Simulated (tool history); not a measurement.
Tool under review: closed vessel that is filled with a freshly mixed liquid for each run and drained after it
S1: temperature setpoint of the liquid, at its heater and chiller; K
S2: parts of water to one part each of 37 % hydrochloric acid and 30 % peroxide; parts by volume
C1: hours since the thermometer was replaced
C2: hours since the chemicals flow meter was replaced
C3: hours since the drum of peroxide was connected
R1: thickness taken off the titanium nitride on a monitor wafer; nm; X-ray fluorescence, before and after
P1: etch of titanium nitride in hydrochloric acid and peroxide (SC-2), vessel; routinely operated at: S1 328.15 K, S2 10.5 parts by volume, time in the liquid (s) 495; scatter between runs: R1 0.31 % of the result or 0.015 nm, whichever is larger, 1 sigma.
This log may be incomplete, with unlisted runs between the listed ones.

Run 1, hour 7.2: S1 328.15 K, S2 10.5 parts by volume, time in the liquid (s) 495; C1 300.4; C2 219.0; C3 203.4. Result: R1 14.25800 nm.
Run 2, hour 14.6: S1 328.15 K, S2 4.0 parts by volume, time in the liquid (s) 495; C1 307.8; C2 226.4; C3 210.8. Result: R1 29.78400 nm.
Run 3, hour 24.2: S1 328.15 K, S2 10.5 parts by volume, time in the liquid (s) 495; C1 317.4; C2 236.0; C3 220.4. Result: R1 14.22800 nm.
Run 4, hour 30.3: S1 328.15 K, S2 16.0 parts by volume, time in the liquid (s) 495; C1 323.5; C2 242.1; C3 226.5. Result: R1 9.89070 nm.
Run 5, hour 42.2: S1 343.15 K, S2 10.5 parts by volume, time in the liquid (s) 495; C1 335.4; C2 254.0; C3 238.4. Result: R1 36.01200 nm.
At hour 44.9: chemicals flow meter replaced.
Run 6, hour 55.2: S1 328.15 K, S2 10.5 parts by volume, time in the liquid (s) 30; C1 348.4; C2 10.4; C3 251.4. Result: R1 0.83176 nm.
Run 7, hour 62.4: S1 328.15 K, S2 10.5 parts by volume, time in the liquid (s) 495; C1 355.6; C2 17.6; C3 258.6. Result: R1 14.18000 nm.
At hour 62.9: thermometer replaced.
Run 8, hour 69.1: S1 328.15 K, S2 10.5 parts by volume, time in the liquid (s) 495; C1 6.2; C2 24.3; C3 265.3. Result: R1 14.27600 nm.
Run 9, hour 79.5: S1 312.65 K, S2 10.5 parts by volume, time in the liquid (s) 495; C1 16.6; C2 34.7; C3 275.7. Result: R1 4.97380 nm.
Run 10, hour 90.0: S1 328.15 K, S2 10.5 parts by volume, time in the liquid (s) 495; C1 27.1; C2 45.2; C3 286.2. Result: R1 14.26200 nm.
Run 11, hour 100.2: S1 328.15 K, S2 10.5 parts by volume, time in the liquid (s) 860; C1 37.3; C2 55.4; C3 296.4. Result: R1 24.85100 nm.
Run 12, hour 107.1: S1 328.15 K, S2 10.5 parts by volume, time in the liquid (s) 495; C1 44.2; C2 62.3; C3 303.3. Result: R1 14.26800 nm.
Run 13, hour 116.2: S1 312.65 K, S2 6.5 parts by volume, time in the liquid (s) 495; C1 53.3; C2 71.4; C3 312.4. Result: R1 7.30210 nm.

For run 14, what comes out?
Run 14, hour 126.8: S1 328.15 K, S2 10.5 parts by volume, time in the liquid (s) 495; C1 63.9; C2 82.0; C3 323.0. Result: R1 ?.

Run 14 gave R1 14.22100 nm.
